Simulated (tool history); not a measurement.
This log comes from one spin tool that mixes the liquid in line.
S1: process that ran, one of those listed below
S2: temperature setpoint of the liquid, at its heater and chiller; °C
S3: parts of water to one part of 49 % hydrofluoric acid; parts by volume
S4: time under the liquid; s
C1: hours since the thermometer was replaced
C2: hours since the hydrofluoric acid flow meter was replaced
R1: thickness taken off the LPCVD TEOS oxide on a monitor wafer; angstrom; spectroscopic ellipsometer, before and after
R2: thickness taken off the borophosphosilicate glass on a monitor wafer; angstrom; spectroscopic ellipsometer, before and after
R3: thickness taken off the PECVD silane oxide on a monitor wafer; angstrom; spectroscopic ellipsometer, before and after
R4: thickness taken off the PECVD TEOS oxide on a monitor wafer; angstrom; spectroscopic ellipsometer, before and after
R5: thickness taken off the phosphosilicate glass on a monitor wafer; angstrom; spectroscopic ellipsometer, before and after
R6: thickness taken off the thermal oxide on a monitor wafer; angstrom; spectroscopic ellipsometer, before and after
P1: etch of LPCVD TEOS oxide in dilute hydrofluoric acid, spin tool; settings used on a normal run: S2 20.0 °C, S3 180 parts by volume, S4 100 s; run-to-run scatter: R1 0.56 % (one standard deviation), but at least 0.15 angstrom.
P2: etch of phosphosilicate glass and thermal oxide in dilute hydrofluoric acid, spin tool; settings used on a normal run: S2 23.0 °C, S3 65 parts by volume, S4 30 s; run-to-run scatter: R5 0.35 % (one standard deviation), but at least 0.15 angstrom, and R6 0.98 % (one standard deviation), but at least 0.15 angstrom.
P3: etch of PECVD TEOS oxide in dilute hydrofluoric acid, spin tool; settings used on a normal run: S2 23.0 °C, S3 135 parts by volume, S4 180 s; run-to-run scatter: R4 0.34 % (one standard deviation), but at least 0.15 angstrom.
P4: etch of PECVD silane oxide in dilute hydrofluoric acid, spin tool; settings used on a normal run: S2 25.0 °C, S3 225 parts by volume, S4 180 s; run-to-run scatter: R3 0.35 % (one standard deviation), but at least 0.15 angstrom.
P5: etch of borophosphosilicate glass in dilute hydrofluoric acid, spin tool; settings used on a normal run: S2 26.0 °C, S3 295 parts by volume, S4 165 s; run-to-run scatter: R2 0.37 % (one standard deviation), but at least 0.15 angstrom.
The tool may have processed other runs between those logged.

run,hour,S1,S2,S3,S4,C1,C2,R1,R2,R3,R4,R5,R6
1,5.7,P1,20.0,180,100,313.3,548.3,121.390,,,,,
2,8.4,P5,32.0,295,165,316.0,551.0,,502.640,,,,
3,14.8,P4,32.0,225,180,322.4,557.4,,,231.770,,,
4,18.9,P3,23.0,135,180,326.5,561.5,,,,143.770,,
5,22.7,P1,20.0,180,100,330.3,565.3,122.020,,,,,
6,25.7,P1,20.0,180,25,333.3,568.3,30.238,,,,,
# hour 28.4: thermometer replaced
7,31.2,P3,23.0,135,15,2.9,573.8,,,,12.050,,
8,36.4,P4,25.0,225,180,8.1,579.0,,,181.510,,,
9,40.4,P1,25.5,95,100,12.1,583.0,313.250,,,,,
10,46.0,P1,20.0,180,100,17.7,588.6,120.600,,,,,
11,51.9,P1,20.0,180,100,23.6,594.5,121.730,,,,,
12,55.8,P2,23.0,65,30,27.5,598.4,,,,,356.31,21.791
13,61.4,P2,18.0,65,30,33.1,604.0,,,,,291.28,17.297
14,66.3,P5,26.0,295,165,38.0,608.9,,413.360,,,,
15,70.6,P3,27.0,135,180,42.3,613.2,,,,167.660,,
16,73.4,P4,25.0,225,55,45.1,616.0,,,55.588,,,
17,76.3,P1,20.0,180,180,48.0,618.9,218.370,,,,,
18,79.6,P3,23.0,135,180,51.3,622.2,,,,145.500,,
19,82.5,P3,23.0,205,180,54.2,625.1,,,,88.004,,
20,86.0,P5,26.0,295,15,57.7,628.6,,37.641,,,,
21,91.1,P4,25.0,115,180,62.8,633.7,,,402.660,,,
22,96.2,P1,20.0,30,100,67.9,638.8,859.620,,,,,
23,101.6,P4,25.0,225,180,73.3,644.2,,,180.330,,,
24,107.2,P1,26.0,180,100,78.9,649.8,151.140,,,,,
25,111.9,P1,20.0,180,100,83.6,654.5,121.210,,,,,
26,116.2,P1,17.0,180,100,87.9,658.8,107.790,,,,,
27,120.6,P1,20.0,330,100,92.3,663.2,57.843,,,,,
28,124.4,P5,26.0,525,165,96.1,667.0,,187.880,,,,
29,130.4,P1,20.0,180,100,102.1,673.0,121.600,,,,,

Run 30, settings as shown, results not yet in. Your forecast:
30,133.8,P1,20.0,60,45,105.5,676.4,?,,,,,

Run 30 measured R1 186.200 angstrom.
